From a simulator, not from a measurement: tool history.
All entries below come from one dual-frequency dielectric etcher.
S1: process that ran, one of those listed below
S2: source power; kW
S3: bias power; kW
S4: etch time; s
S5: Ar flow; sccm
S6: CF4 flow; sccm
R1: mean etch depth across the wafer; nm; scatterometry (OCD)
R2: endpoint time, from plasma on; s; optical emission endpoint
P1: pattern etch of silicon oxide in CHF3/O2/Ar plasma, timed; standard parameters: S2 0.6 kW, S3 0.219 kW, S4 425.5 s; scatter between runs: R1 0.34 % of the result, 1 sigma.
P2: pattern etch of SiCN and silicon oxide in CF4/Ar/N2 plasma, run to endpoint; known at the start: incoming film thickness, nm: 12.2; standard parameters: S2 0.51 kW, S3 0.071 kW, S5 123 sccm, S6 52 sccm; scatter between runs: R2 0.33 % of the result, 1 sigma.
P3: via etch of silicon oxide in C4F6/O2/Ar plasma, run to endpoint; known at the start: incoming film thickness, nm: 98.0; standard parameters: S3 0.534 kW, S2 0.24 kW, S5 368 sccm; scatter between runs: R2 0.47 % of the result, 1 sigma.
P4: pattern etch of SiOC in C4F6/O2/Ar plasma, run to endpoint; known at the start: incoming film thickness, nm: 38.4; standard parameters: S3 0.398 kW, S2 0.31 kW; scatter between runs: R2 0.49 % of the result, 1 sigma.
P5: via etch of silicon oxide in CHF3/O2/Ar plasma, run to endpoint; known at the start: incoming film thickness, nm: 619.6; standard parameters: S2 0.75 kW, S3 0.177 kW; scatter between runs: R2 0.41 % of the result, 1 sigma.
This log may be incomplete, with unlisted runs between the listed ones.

run 1 hour=15.1 | S1=P1 S2=0.6 S3=0.219 S4=425.5 | R1=888.56
run 2 hour=29.4 | S1=P5 S2=0.75 S3=0.177 | R2=283.05
run 3 hour=36.7 | S1=P3 S2=0.24 S3=0.534 S5=368 | R2=25.346
run 4 hour=48 | S1=P1 S2=0.6 S3=0.219 S4=425.5 | R1=886.84
run 5 hour=55.1 | S1=P3 S2=0.24 S3=0.534 S5=488 | R2=26.031
run 6 hour=66.9 | S1=P4 S2=0.31 S3=0.398 | R2=15.758
run 7 hour=80.9 | S1=P3 S2=0.24 S3=0.534 S5=368 | R2=25.301
run 8 hour=87.6 | S1=P2 S2=0.51 S3=0.051 S5=123 S6=52 | R2=15.17
run 9 hour=102.9 | S1=P1 S2=0.6 S3=0.219 S4=600.5 | R1=1248.1
run 10 hour=117.4 | S1=P2 S2=0.51 S3=0.071 S5=123 S6=63 | R2=13.043
run 11 hour=130.8 | S1=P5 S2=0.75 S3=0.229 | R2=258.45
run 12 hour=145.7 | S1=P1 S2=0.75 S3=0.219 S4=425.5 | R1=965.98
run 13 hour=160.2 | S1=P4 S2=0.2 S3=0.398 | R2=18.449
run 14 hour=173.8 | S1=P1 S2=0.6 S3=0.268 S4=425.5 | R1=954.29
run 15 hour=182.1 | S1=P2 S2=0.51 S3=0.071 S5=123 S6=52 | R2=13.579
run 16 hour=188.7 | S1=P1 S2=0.48 S3=0.305 S4=425.5 | R1=928.03
run 17 hour=200.3 | S1=P1 S2=0.6 S3=0.177 S4=425.5 | R1=827.07
run 18 hour=214.1 | S1=P1 S2=0.6 S3=0.219 S4=425.5 | R1=887.62
run 19 hour=221.4 | S1=P1 S2=0.36 S3=0.219 S4=425.5 | R1=732.22
run 20 hour=230.2 | S1=P1 S2=0.6 S3=0.219 S4=425.5 | R1=888.59
run 21 hour=245.1 | S1=P1 S2=0.6 S3=0.219 S4=425.5 | R1=881.82
run 22 hour=256 | S1=P5 S2=0.75 S3=0.177 | R2=283.33
run 23 hour=267 | S1=P3 S2=0.29 S3=0.534 S5=368 | R2=23.652
run 24 hour=275.6 | S1=P5 S2=1.07 S3=0.177 | R2=248.13
run 25 hour=284.7 | S1=P2 S2=0.51 S3=0.071 S5=96 S6=52 | R2=12.955
run 26 hour=293.9 | S1=P2 S2=0.34 S3=0.071 S5=123 S6=52 | R2=19.264
run 27 hour=302.8 | S1=P1 S2=0.6 S3=0.219 S4=425.5 | R1=888.37
run 28 hour=316.2 | S1=P1 S2=0.6 S3=0.219 S4=313 | R1=651.47
run 29 hour=327 | S1=P3 S2=0.24 S3=0.651 S5=368 | R2=23.54
run 30 hour=339 | S1=P1 S2=0.6 S3=0.219 S4=425.5 | R1=884.46
run 31 hour=351.3 | S1=P4 S2=0.31 S3=0.558 | R2=14
run 32 hour=366 | S1=P1 S2=0.6 S3=0.219 S4=425.5 | R1=886.9
run 33 hour=374 | S1=P1 S2=0.6 S3=0.219 S4=425.5 | R1=887.69
run 34 hour=387.2 | S1=P1 S2=0.6 S3=0.219 S4=425.5 | R1=881.65
run 35 hour=400.8 | S1=P1 S2=0.6 S3=0.219 S4=425.5 | R1=884.51
run 36 hour=412 | S1=P1 S2=0.6 S3=0.219 S4=425.5 | R1=877.12
run 37 hour=421.6 | S1=P1 S2=0.6 S3=0.219 S4=425.5 | R1=878.32
run 38 hour=434.2 | S1=P1 S2=0.6 S3=0.219 S4=425.5 | R1=874.11
-- hour=439.5 wet clean of the chamber
run 39 hour=443.1 | S1=P1 S2=0.6 S3=0.219 S4=425.5 | R1=877.47
run 40 hour=456 | S1=P1 S2=0.6 S3=0.219 S4=425.5 | R1=877.63
run 41 hour=471 | S1=P1 S2=0.6 S3=0.219 S4=425.5 | R1=874.33
run 42 hour=481.5 | S1=P1 S2=0.6 S3=0.219 S4=425.5 | R1=867.79

Compared with where it was, what P1 gives has crept away. Each cause listed below fits the log as well as the rest, at the size given for it:
A: bias power that arrives under what is set, % = 4.77
B: source power that arrives under what is set, % = 4.39
At approximately hour 366, the process output began to creep.
Why every other cause is out:
chamber walls in a state that lowers the etch rate, %: was serviced at hour 439.5, once the creep was under way, yet the earlier output never came back

Each of the check runs listed below is run on 2 wafers and reports their average, with the results left as question marks. Pick the one under which the possible causes would lead to clearly different results.
run check 1 hour=492 | S1=P2 S2=0.51 S3=0.071 S5=123 S6=52 | R2=?
run check 2 hour=492 | S1=P3 S2=0.24 S3=0.534 S5=368 | R2=?
run check 3 hour=492 | S1=P4 S2=0.31 S3=0.398 | R2=?
run check 4 hour=492 | S1=P5 S2=0.75 S3=0.177 | R2=?

Predicted outcomes, by check and by cause:
check=check_1 result=R2 if_A=13.731 if_B=14.031
check=check_2 result=R2 if_A=25.843 if_B=25.78
check=check_3 result=R2 if_A=16.019 if_B=16
check=check_4 result=R2 if_A=287.4 if_B=287.76
Minimum pairwise separation of causes per check, each pair taken at its best-separating result: check 1 2.16 %; check 2 0.25 %; check 3 0.11 %; check 4 0.12 %
Of the check runs offered, only check 1 discriminates between the causes; the rest would read about the same regardless of which cause applies.

Running check 1 produced the following: R2 13.714 s. Which one of the listed causes fits?

The cause is A: bias power that arrives under what is set, %.
